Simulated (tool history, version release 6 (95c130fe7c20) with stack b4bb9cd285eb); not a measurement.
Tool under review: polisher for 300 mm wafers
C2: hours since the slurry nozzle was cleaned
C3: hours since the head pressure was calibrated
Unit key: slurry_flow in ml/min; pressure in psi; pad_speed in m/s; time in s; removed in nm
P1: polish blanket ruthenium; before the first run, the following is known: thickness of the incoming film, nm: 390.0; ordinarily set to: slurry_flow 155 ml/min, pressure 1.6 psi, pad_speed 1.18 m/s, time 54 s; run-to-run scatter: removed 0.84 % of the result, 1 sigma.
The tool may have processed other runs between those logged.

run 1 hour=3 | slurry_flow=155 pressure=1.6 pad_speed=1.18 time=54 | wafers_polished_on_this_pad=186 C2=222.5 C3=200.3 | removed=56.943
run 2 hour=6.1 | slurry_flow=95 pressure=1.6 pad_speed=1.18 time=54 | wafers_polished_on_this_pad=224 C2=225.6 C3=203.4 | removed=51.474
run 3 hour=9.1 | slurry_flow=155 pressure=1.6 pad_speed=1.18 time=54 | wafers_polished_on_this_pad=261 C2=228.6 C3=206.4 | removed=57.12
run 4 hour=11.4 | slurry_flow=155 pressure=0.7 pad_speed=1.18 time=54 | wafers_polished_on_this_pad=290 C2=230.9 C3=208.7 | removed=24.992
-- hour=12.5 slurry nozzle cleaned
run 5 hour=14.2 | slurry_flow=155 pressure=1.6 pad_speed=1.18 time=79 | wafers_polished_on_this_pad=325 C2=1.8 C3=211.5 | removed=83.732
run 6 hour=18.8 | slurry_flow=155 pressure=1.6 pad_speed=1.18 time=54 | wafers_polished_on_this_pad=382 C2=6.4 C3=216.1 | removed=57.457
run 7 hour=23.2 | slurry_flow=155 pressure=1.6 pad_speed=1.18 time=54 | wafers_polished_on_this_pad=436 C2=10.8 C3=220.5 | removed=57.054
run 8 hour=26.8 | slurry_flow=220 pressure=1.6 pad_speed=1.18 time=54 | wafers_polished_on_this_pad=481 C2=14.4 C3=224.1 | removed=59.652
run 9 hour=30.2 | slurry_flow=155 pressure=1.6 pad_speed=0.54 time=54 | wafers_polished_on_this_pad=523 C2=17.8 C3=227.5 | removed=26.316
run 10 hour=34.7 | slurry_flow=155 pressure=1.6 pad_speed=1.54 time=68 | wafers_polished_on_this_pad=579 C2=22.3 C3=232 | removed=92.337
run 11 hour=39.4 | slurry_flow=155 pressure=1.6 pad_speed=1.18 time=37 | wafers_polished_on_this_pad=637 C2=27 C3=236.7 | removed=39.185
run 12 hour=41.7 | slurry_flow=155 pressure=1.6 pad_speed=1.86 time=54 | wafers_polished_on_this_pad=666 C2=29.3 C3=239 | removed=89.133
run 13 hour=44 | slurry_flow=155 pressure=2.3 pad_speed=1.18 time=54 | wafers_polished_on_this_pad=694 C2=31.6 C3=241.3 | removed=80.965
run 14 hour=46.9 | slurry_flow=155 pressure=1.6 pad_speed=1.18 time=54 | wafers_polished_on_this_pad=730 C2=34.5 C3=244.2 | removed=57.166
run 15 hour=51.4 | slurry_flow=155 pressure=1.6 pad_speed=1.18 time=54 | wafers_polished_on_this_pad=786 C2=39 C3=248.7 | removed=54.276
run 16 hour=54.2 | slurry_flow=155 pressure=1.6 pad_speed=1.18 time=54 | wafers_polished_on_this_pad=821 C2=41.8 C3=251.5 | removed=54.576
run 17 hour=57.1 | slurry_flow=155 pressure=1.6 pad_speed=1.18 time=54 | wafers_polished_on_this_pad=857 C2=44.7 C3=254.4 | removed=53.017
run 18 hour=60.4 | slurry_flow=155 pressure=1.6 pad_speed=1.18 time=54 | wafers_polished_on_this_pad=898 C2=48 C3=257.7 | removed=52.383
run 19 hour=63.3 | slurry_flow=155 pressure=1.6 pad_speed=1.18 time=54 | wafers_polished_on_this_pad=934 C2=50.9 C3=260.6 | removed=52.502
run 20 hour=68.2 | slurry_flow=155 pressure=1.6 pad_speed=1.18 time=54 | wafers_polished_on_this_pad=995 C2=55.8 C3=265.5 | removed=51.963
run 21 hour=70.9 | slurry_flow=155 pressure=1.6 pad_speed=1.18 time=54 | wafers_polished_on_this_pad=1028 C2=58.5 C3=268.2 | removed=52.171
-- hour=72.3 head pressure recalibrated
run 22 hour=74.2 | slurry_flow=155 pressure=1.6 pad_speed=1.18 time=54 | wafers_polished_on_this_pad=1069 C2=61.8 C3=2 | removed=51.429
run 23 hour=78.1 | slurry_flow=155 pressure=1.6 pad_speed=1.18 time=54 | wafers_polished_on_this_pad=1117 C2=65.7 C3=5.9 | removed=50.951
run 24 hour=81.4 | slurry_flow=155 pressure=1.6 pad_speed=1.18 time=54 | wafers_polished_on_this_pad=1158 C2=69 C3=9.2 | removed=50.871
run 25 hour=86.1 | slurry_flow=155 pressure=1.6 pad_speed=1.18 time=54 | wafers_polished_on_this_pad=1217 C2=73.7 C3=13.9 | removed=51.885

The log shows P1 creeping away from where it was. Any of the 2 causes listed here, at the size stated for it, fits the log just as well as the others:
A: slurry flow missing at the pad, % = 39.4
B: removal rate lost through wear of the pad, % = 10
The creep began at about hour 46.9.
Every other cause this tool's parts could produce, and why it does not fit the log:
head's pressure below its setpoint, %: serviced at hour 72.3, after the drift had started, without restoring the earlier output

The list below offers 4 check runs, each averaging the results of 2 wafers, and shows each result as a question mark. For which of them would the listed causes give clearly different results?
run check 1 hour=90.8 | slurry_flow=155 pressure=1.9 pad_speed=1.18 time=37 | removed=?
run check 2 hour=90.8 | slurry_flow=155 pressure=1.6 pad_speed=0.56 time=76 | removed=?
run check 3 hour=90.8 | slurry_flow=95 pressure=1.6 pad_speed=1.76 time=54 | removed=?
run check 4 hour=90.8 | slurry_flow=155 pressure=0.7 pad_speed=1.82 time=54 | removed=?

Check results expected under each cause:
check=check_1 result=removed if_A=41.648 if_B=41.652
check=check_2 result=removed if_A=34.188 if_B=34.192
check=check_3 result=removed if_A=65.149 if_B=68.913
check=check_4 result=removed if_A=34.539 if_B=34.543
Gap, in per cent, between the two causes that each check separates least, read from the result that separates them most: check 1 0.01 %; check 2 0.01 %; check 3 5.62 %; check 4 0.01 %
Of the check runs offered, only check 3 discriminates between the causes; the rest would read about the same regardless of which cause applies.

Then check 3 was run and gave: removed 69.203 nm. Which cause is it?

It is B: removal rate lost through wear of the pad, %.
